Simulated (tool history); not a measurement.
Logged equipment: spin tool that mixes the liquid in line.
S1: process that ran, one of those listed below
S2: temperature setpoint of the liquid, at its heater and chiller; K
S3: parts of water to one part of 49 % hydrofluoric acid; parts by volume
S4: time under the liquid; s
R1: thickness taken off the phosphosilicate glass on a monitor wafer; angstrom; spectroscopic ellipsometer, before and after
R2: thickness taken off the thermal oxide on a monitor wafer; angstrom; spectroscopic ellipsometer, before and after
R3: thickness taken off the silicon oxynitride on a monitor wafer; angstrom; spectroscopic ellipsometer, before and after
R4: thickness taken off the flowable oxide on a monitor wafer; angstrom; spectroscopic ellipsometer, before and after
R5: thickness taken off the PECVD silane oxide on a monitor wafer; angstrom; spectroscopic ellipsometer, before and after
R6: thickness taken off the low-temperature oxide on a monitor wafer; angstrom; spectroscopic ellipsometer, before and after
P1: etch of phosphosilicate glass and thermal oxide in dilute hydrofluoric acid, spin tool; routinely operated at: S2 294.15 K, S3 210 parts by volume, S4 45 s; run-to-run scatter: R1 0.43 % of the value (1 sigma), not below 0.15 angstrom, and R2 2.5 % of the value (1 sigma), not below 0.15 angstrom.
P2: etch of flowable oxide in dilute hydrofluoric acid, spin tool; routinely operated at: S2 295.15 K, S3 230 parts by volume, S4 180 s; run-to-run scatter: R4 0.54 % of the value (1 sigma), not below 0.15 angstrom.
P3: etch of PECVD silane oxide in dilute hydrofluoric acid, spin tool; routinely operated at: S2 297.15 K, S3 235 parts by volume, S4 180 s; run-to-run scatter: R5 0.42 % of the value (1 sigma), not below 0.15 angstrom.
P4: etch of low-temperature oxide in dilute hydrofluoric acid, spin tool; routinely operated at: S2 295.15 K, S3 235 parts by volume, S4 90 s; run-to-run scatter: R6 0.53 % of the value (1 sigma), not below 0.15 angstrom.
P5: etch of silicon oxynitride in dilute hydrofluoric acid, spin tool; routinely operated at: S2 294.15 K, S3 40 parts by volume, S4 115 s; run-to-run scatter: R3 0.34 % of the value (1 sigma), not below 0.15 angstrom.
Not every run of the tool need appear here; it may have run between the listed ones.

run   hour  S1      S2   S3   S4      R1      R2      R3      R4      R5      R6
  1    8.1  P1  294.15  210   45  195.92  8.1669
  2   16.7  P5  294.15   60  115                  57.265
  3   27.6  P2  295.15  230  285                          592.84
  4   33.1  P1  294.15  210   45   198.1  7.7927
  5   39.9  P5  294.15   40  115                  87.261
  6   48.8  P5  290.15   40  115                  71.128
  7   58.9  P2  302.65  230  180                           485.7
  8   68.6  P1  294.15  210   45  196.79  7.4171
  9   76.4  P1  294.15  105   45  441.03  17.402
 10   84.2  P5  294.15   40  230                  172.56
 11   96.2  P2  295.15  335  180                          229.76
 12    102  P1  299.15  210   45  236.73  8.7616
 13  109.6  P1  294.15  365   45  97.783  3.4542
 14  117.5  P1  294.15  210   15  65.443  2.6127
 15  129.1  P3  297.15   85  180                                  402.73
 16  137.5  P4  295.15   80   90                                          259.65
 17    147  P3  297.15  235   70                                  47.723
 18  154.9  P1  290.15  210   60  226.27  8.7218
 19    167  P1  301.65  210   15  86.523  3.3356
 20  174.1  P4  295.15  235   90                                          75.087
 21  185.6  P3  297.15  235  180                                  123.39
 22    191  P2  295.15  230  180                          372.75
 23  201.6  P3  291.65  235  180                                  100.11
 24  212.1  P1  290.15  210   45  167.35  6.5812
 25  220.6  P1  294.15  210   45  197.21  7.5043
 26  226.9  P4  295.15  235   90                                          75.016
 27  236.9  P4  302.65  235   90                                          98.372
 28  247.8  P1  294.15  210   45  198.11  7.8224
 29  258.9  P5  294.15   40  115                  86.572
 30  269.5  P1  294.15  210   80  350.82  13.805
 31  281.5  P1  290.15  210   20  75.301  3.3083
 32  290.4  P4  295.15  235  170                                          142.16
 33    296  P3  297.15  235  180                                  122.48
 34  303.5  P1  294.15  210   45  198.06  7.5288
 35  314.3  P1  294.15  210   45  190.27  8.0101
 36  326.4  P1  294.15  210   45  189.94  7.1829
 37  332.2  P1  294.15  210   45  188.25  7.6319
 38  341.7  P1  294.15  210   45  185.54  7.5859
 39  350.9  P1  294.15  210   45  186.78  7.6362
 40  360.6  P1  294.15  210   45  185.78  7.4701
 41  372.1  P1  294.15  210   45  185.24  7.1139
 42  383.7  P1  294.15  210   45  184.85  7.0625
 43  395.2  P1  294.15  210   45   185.5  6.9556

Something has made what P1 gives creep away from where it was; the 2 causes below, each at its own stated size, fit the log equally well:
A: liquid colder than its thermometer reads (K) = 1.69
B: hydrofluoric acid flow below the setpoint (%) = 5.19
The creep began at about hour 303.5.

Consider the 4 single-wafer check runs listed below, results given as question marks: which one distinguishes between the causes by giving clearly different results for each?
check 1  406.7  P3  292.65  235  180                   ?
check 2  406.7  P4  301.65  235  150                       ?
check 3  406.7  P5  290.15   40  215           ?
check 4  406.7  P2  300.15  230  180               ?

How each check would come out, cause by cause:
  check  result    if A    if B
check 1      R5  97.562  97.532
check 2      R6  149.15  147.76
check 3      R3  120.89  125.02
check 4      R4  420.48  417.37
Minimum pairwise separation of causes per check, each pair taken at its best-separating result: check 1 0.03 %; check 2 0.93 %; check 3 3.35 %; check 4 0.74 %
Only check 3 tells the causes apart: in the others they would give nearly the same result.

After running check 3, the following was obtained: R3 120.82 angstrom. Which cause does this point to?

The correct cause is A, namely: liquid colder than its thermometer reads (K).
